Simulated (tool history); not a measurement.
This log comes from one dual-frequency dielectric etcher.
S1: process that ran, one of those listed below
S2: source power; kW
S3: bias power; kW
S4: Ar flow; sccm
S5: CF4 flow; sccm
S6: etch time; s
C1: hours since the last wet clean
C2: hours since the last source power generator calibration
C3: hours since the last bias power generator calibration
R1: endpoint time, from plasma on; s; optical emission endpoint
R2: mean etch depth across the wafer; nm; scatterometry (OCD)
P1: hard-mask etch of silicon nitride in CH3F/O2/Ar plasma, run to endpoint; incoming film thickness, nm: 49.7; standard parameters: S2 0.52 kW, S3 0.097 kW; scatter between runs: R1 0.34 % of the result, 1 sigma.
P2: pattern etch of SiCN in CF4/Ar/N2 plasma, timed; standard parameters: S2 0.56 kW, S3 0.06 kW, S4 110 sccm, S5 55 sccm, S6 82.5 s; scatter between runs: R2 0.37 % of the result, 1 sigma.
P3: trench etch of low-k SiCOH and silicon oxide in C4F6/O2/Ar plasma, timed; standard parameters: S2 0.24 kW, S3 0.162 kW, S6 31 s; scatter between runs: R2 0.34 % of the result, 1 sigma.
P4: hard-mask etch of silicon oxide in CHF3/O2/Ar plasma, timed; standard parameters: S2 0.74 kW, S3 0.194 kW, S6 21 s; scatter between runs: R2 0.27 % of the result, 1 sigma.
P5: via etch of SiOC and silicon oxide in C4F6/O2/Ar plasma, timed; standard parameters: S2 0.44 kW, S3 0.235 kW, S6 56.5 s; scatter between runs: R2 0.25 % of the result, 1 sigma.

run 1 hour=7.1 | S1=P1 S2=0.52 S3=0.097 | C1=51 C2=1042.6 C3=2256.4 | R1=59.461
run 2 hour=16.4 | S1=P2 S2=0.41 S3=0.06 S4=110 S5=55 S6=82.5 | C1=60.3 C2=1051.9 C3=2265.7 | R2=59.016
run 3 hour=22.9 | S1=P2 S2=0.56 S3=0.06 S4=110 S5=55 S6=82.5 | C1=66.8 C2=1058.4 C3=2272.2 | R2=77.636
run 4 hour=32.3 | S1=P1 S2=0.32 S3=0.097 | C1=76.2 C2=1067.8 C3=2281.6 | R1=71.271
run 5 hour=38.2 | S1=P1 S2=0.66 S3=0.097 | C1=82.1 C2=1073.7 C3=2287.5 | R1=54.582
run 6 hour=45.2 | S1=P1 S2=0.52 S3=0.079 | C1=89.1 C2=1080.7 C3=2294.5 | R1=63.408
-- hour=46.6 wet clean of the chamber
run 7 hour=51 | S1=P4 S2=0.74 S3=0.194 S6=21 | C1=4.4 C2=1086.5 C3=2300.3 | R2=44.429
run 8 hour=58.1 | S1=P3 S2=0.29 S3=0.162 S6=31 | C1=11.5 C2=1093.6 C3=2307.4 | R2=79.738
run 9 hour=68.7 | S1=P5 S2=0.44 S3=0.235 S6=35.5 | C1=22.1 C2=1104.2 C3=2318 | R2=45.637
run 10 hour=78.6 | S1=P3 S2=0.24 S3=0.222 S6=31 | C1=32 C2=1114.1 C3=2327.9 | R2=81.91
run 11 hour=86.1 | S1=P4 S2=1.02 S3=0.194 S6=21 | C1=39.5 C2=1121.6 C3=2335.4 | R2=50.393
run 12 hour=96.9 | S1=P2 S2=0.56 S3=0.06 S4=143 S5=55 S6=82.5 | C1=50.3 C2=1132.4 C3=2346.2 | R2=73.969
run 13 hour=107.3 | S1=P2 S2=0.56 S3=0.06 S4=110 S5=70 S6=82.5 | C1=60.7 C2=1142.8 C3=2356.6 | R2=80.712
run 14 hour=117 | S1=P2 S2=0.56 S3=0.06 S4=110 S5=55 S6=105 | C1=70.4 C2=1152.5 C3=2366.3 | R2=99.451
run 15 hour=126.7 | S1=P3 S2=0.24 S3=0.162 S6=17 | C1=80.1 C2=1162.2 C3=2376 | R2=40.456
run 16 hour=137 | S1=P5 S2=0.44 S3=0.185 S6=56.5 | C1=90.4 C2=1172.5 C3=2386.3 | R2=67.276
run 17 hour=143.7 | S1=P3 S2=0.24 S3=0.162 S6=31 | C1=97.1 C2=1179.2 C3=2393 | R2=73.587
run 18 hour=148.4 | S1=P5 S2=0.44 S3=0.235 S6=56.5 | C1=101.8 C2=1183.9 C3=2397.7 | R2=72.618
run 19 hour=157.3 | S1=P5 S2=0.28 S3=0.235 S6=56.5 | C1=110.7 C2=1192.8 C3=2406.6 | R2=61.336
run 20 hour=166.1 | S1=P4 S2=0.74 S3=0.194 S6=26 | C1=119.5 C2=1201.6 C3=2415.4 | R2=54.948
run 21 hour=172.3 | S1=P1 S2=0.52 S3=0.097 | C1=125.7 C2=1207.8 C3=2421.6 | R1=59.712
run 22 hour=178.6 | S1=P2 S2=0.56 S3=0.06 S4=110 S5=55 S6=82.5 | C1=132 C2=1214.1 C3=2427.9 | R2=77.617
run 23 hour=189.4 | S1=P1 S2=0.52 S3=0.097 | C1=142.8 C2=1224.9 C3=2438.7 | R1=59.316
run 24 hour=197 | S1=P1 S2=0.65 S3=0.119 | C1=150.4 C2=1232.5 C3=2446.3 | R1=51.013
run 25 hour=205.5 | S1=P1 S2=0.52 S3=0.097 | C1=158.9 C2=1241 C3=2454.8 | R1=59.673
run 26 hour=212.7 | S1=P4 S2=0.74 S3=0.137 S6=21 | C1=166.1 C2=1248.2 C3=2462 | R2=39.845
run 27 hour=221.8 | S1=P4 S2=0.74 S3=0.194 S6=21 | C1=175.2 C2=1257.3 C3=2471.1 | R2=44.63
run 28 hour=229.6 | S1=P1 S2=0.52 S3=0.097 | C1=183 C2=1265.1 C3=2478.9 | R1=59.445
run 29 hour=238.2 | S1=P1 S2=0.52 S3=0.097 | C1=191.6 C2=1273.7 C3=2487.5 | R1=59.698
run 30 hour=243.4 | S1=P1 S2=0.52 S3=0.135 | C1=196.8 C2=1278.9 C3=2492.7 | R1=52.936
run 31 hour=250.6 | S1=P1 S2=0.52 S3=0.097 | C1=204 C2=1286.1 C3=2499.9 | R1=59.238
run 32 hour=258.1 | S1=P2 S2=0.56 S3=0.048 S4=110 S5=55 S6=82.5 | C1=211.5 C2=1293.6 C3=2507.4 | R2=71.491
run 33 hour=268.8 | S1=P1 S2=0.52 S3=0.097 | C1=222.2 C2=1304.3 C3=2518.1 | R1=59.579
run 34 hour=275.7 | S1=P1 S2=0.52 S3=0.097 | C1=229.1 C2=1311.2 C3=2525 | R1=59.225
run 35 hour=282.8 | S1=P1 S2=0.52 S3=0.097 | C1=236.2 C2=1318.3 C3=2532.1 | R1=58.685
run 36 hour=289.6 | S1=P1 S2=0.52 S3=0.097 | C1=243 C2=1325.1 C3=2538.9 | R1=58.779
-- hour=292.6 wet clean of the chamber
run 37 hour=299.5 | S1=P1 S2=0.52 S3=0.097 | C1=6.9 C2=1335 C3=2548.8 | R1=58.583
run 38 hour=305.3 | S1=P1 S2=0.52 S3=0.097 | C1=12.7 C2=1340.8 C3=2554.6 | R1=58.829
run 39 hour=312.6 | S1=P1 S2=0.52 S3=0.097 | C1=20 C2=1348.1 C3=2561.9 | R1=58.659
run 40 hour=320.8 | S1=P1 S2=0.52 S3=0.097 | C1=28.2 C2=1356.3 C3=2570.1 | R1=58.496

What P1 gives has crept away from where it was. These 2 causes fit the log equally well, each at the size given:
A: bias power that arrives over what is set, % = 4.86
B: source power that arrives over what is set, % = 4.66
The drift started at roughly hour 268.8.
Other possible causes, and why each is ruled out:
chamber walls in a state that raises the etch rate, %: was serviced at hour 292.6, once the creep was under way, yet the earlier output never came back

Which of the 4 check runs listed below, each an average over 2 wafers with its results shown as question marks, gives clearly different results under the different listed causes?
run check 1 hour=329 | S1=P5 S2=0.44 S3=0.235 S6=56.5 | R2=?
run check 2 hour=329 | S1=P4 S2=0.74 S3=0.194 S6=21 | R2=?
run check 3 hour=329 | S1=P3 S2=0.24 S3=0.162 S6=31 | R2=?
run check 4 hour=329 | S1=P2 S2=0.56 S3=0.06 S4=110 S5=55 S6=82.5 | R2=?

Outcome of each check run for each possible cause:
check=check_1 result=R2 if_A=73.976 if_B=74.076
check=check_2 result=R2 if_A=45.193 if_B=45.256
check=check_3 result=R2 if_A=74.879 if_B=75.056
check=check_4 result=R2 if_A=78.926 if_B=80.799
How far apart the two closest causes lie, in the result that separates them most: check 1 0.13 %; check 2 0.14 %; check 3 0.24 %; check 4 2.35 %
Check 4 is the one run that separates the causes; every other check would come out nearly the same whichever cause is at work.

Check 4 was carried out, with these results: R2 79.137 nm. Which of the listed causes is responsible?

The cause is A: bias power that arrives over what is set, %.
